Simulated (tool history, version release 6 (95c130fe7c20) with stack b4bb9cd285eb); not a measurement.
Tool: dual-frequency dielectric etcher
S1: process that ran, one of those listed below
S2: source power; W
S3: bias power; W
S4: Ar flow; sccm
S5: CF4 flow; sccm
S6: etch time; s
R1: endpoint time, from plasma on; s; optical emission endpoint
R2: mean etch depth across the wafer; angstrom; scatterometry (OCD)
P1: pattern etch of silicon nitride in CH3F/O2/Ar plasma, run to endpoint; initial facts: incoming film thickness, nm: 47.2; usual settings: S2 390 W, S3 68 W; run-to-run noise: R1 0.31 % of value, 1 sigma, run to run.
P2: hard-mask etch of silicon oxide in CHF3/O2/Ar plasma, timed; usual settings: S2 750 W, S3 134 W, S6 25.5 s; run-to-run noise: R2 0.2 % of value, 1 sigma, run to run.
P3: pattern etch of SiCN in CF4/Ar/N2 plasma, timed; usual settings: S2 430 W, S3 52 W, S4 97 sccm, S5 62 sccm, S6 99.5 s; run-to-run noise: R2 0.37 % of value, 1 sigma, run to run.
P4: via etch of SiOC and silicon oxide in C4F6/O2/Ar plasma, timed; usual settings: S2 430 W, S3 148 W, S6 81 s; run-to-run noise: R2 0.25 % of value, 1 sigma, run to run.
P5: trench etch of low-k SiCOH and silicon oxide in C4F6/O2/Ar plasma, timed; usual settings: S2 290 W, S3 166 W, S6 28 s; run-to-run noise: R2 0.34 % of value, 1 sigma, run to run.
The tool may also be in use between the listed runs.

run,hour,S1,S2,S3,S4,S5,S6,R1,R2
1,3.2,P1,390,68,,,,72.405,
2,6,P3,430,52,97,62,128.5,,948.37
3,10,P5,290,206,,,28,,804.94
4,14.4,P5,290,166,,,28,,749.49
5,17.5,P4,430,148,,,81,,893.59
6,23.1,P4,430,209,,,81,,991.81
7,28,P1,390,68,,,,72.264,
8,33,P1,390,68,,,,72.412,
9,38.4,P3,430,52,97,62,99.5,,732.68
10,41.7,P1,390,68,,,,72.199,
11,47,P3,430,52,97,62,99.5,,730.41
12,50.3,P3,300,52,97,62,99.5,,532.93
13,53,P1,500,68,,,,66.052,
14,56,P3,430,63,97,62,99.5,,788.06
15,60.3,P1,390,92,,,,65.508,
16,64.7,P2,750,134,,,25.5,,509.04
17,68.5,P1,390,68,,,,72.616,
18,72.4,P1,270,94,,,,74.16,
19,76.3,P4,300,148,,,81,,776.54
20,80,P1,390,44,,,,83.509,
21,83,P4,430,148,,,60,,661.59
22,86.1,P5,290,166,,,40,,1079
23,89.5,P5,390,166,,,28,,848.28
24,94.7,P1,390,68,,,,72.259,
25,98.5,P3,430,52,97,42,99.5,,689.72
26,104.3,P1,390,68,,,,72.426,
27,109.7,P3,430,52,135,62,99.5,,690.71
28,114.9,P5,290,166,,,28,,755.78
29,120.6,P2,750,134,,,15.5,,309.46
30,124.7,P1,270,68,,,,83.399,
31,128.9,P2,970,134,,,25.5,,565.23

Run 32 comes next. What will it give?
32,133.2,P2,750,98,,,25.5,,?

R2: 465.24 angstrom

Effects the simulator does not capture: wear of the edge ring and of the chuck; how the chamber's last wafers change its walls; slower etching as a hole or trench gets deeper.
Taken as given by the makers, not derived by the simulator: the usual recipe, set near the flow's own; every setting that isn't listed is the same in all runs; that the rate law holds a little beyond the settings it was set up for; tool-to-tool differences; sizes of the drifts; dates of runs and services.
